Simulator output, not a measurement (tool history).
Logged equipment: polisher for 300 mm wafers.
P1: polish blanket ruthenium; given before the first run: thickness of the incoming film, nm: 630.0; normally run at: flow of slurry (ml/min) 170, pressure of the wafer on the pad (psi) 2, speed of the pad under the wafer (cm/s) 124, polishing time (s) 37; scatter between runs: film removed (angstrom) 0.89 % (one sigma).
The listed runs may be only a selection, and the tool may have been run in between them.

run	hour	flow of slurry (ml/min)	pressure of the wafer on the pad (psi)	speed of the pad under the wafer (cm/s)	polishing time (s)	wafers polished on this pad	hours since the slurry nozzle was cleaned	hours since the head pressure was calibrated	film removed (angstrom)
1	14.4	170	2	124	37	547	191.3	572.5	426.18
2	29.1	170	2	124	37	821	206	587.2	431.01
# hour 31.3: worn pad replaced by a new one
3	45	170	3.1	124	49	256	221.9	603.1	865.25
4	54.6	170	1	124	37	435	231.5	612.7	211.41
5	70.8	170	2	124	37	736	247.7	628.9	427.96
6	83.6	170	2	124	37	974	260.5	641.7	424.89
7	95.7	170	2	62	37	1199	272.6	653.8	215.55
8	108.6	170	2	124	37	1439	285.5	666.7	422.97
9	118	170	2	124	18	1614	294.9	676.1	206.4
10	128.6	100	2	124	37	1812	305.5	686.7	381.11
11	140.2	170	2.9	124	37	2027	317.1	698.3	613.66
12	159.2	170	2	124	51	2381	336.1	717.3	592.93
13	176.9	235	2	124	37	2710	353.8	735	443.95
14	193.3	170	2	162	37	3016	370.2	751.4	557.31
15	202.3	170	2	124	37	3183	379.2	760.4	428.9
16	213.5	170	2	124	37	3391	390.4	771.6	430.95
17	232.4	170	2	124	37	3743	409.3	790.5	415.76
18	242.1	170	2	124	37	3924	419	800.2	411.36
19	258.2	170	2	124	37	4223	435.1	816.3	407.55
# hour 272: worn pad replaced by a new one
20	272.2	170	2	124	37	3	449.1	830.3	407
21	282.2	170	2	124	37	189	459.1	840.3	402.92
22	298.7	170	2	124	37	496	475.6	856.8	398.55
23	307.3	170	2	124	37	656	484.2	865.4	397.94
24	317.5	170	2	124	37	846	494.4	875.6	402.16
25	327.6	170	2	124	37	1034	504.5	885.7	400.78
26	345	170	2	124	37	1358	521.9	903.1	399.42
27	359.2	170	2	124	37	1622	536.1	917.3	398.42

The output of P1 has drifted from where it used to be. Each of the 2 causes below, taken at the size shown beside it, accounts for the log equally well:
A: slurry flow missing at the pad, % = 32.3
B: head's pressure below its setpoint, % = 7.03
The gradual shift began around hour 213.5.
What rules out each remaining cause:
removal rate lost through wear of the pad, %: its service at hour 272 followed the start of the drift and did not put the process back to its old value

The list below offers 4 check runs, each averaging the results of 5 wafers, and shows each result as a question mark. For which of them would the listed causes give clearly different results?
check 1	373.4	115	1.2	124	37				?
check 2	373.4	170	2	150	49				?
check 3	373.4	170	1	124	27				?
check 4	373.4	170	2.5	124	37				?

Predicted outcomes, by check and by cause:
check	result	if A	if B
check 1	film removed (angstrom)	214.24	220.9
check 2	film removed (angstrom)	634.51	634.57
check 3	film removed (angstrom)	144.51	144.53
check 4	film removed (angstrom)	495.09	495.14
Gap, in per cent, between the two causes that each check separates least, read from the result that separates them most: check 1 3.06 %; check 2 0.01 %; check 3 0.01 %; check 4 0.01 %
Check 1 is the one run that separates the causes; every other check would come out nearly the same whichever cause is at work.

After running check 1, the following was obtained: film removed (angstrom) 215.34. Which cause does this point to?

A is the cause: slurry flow missing at the pad, %.
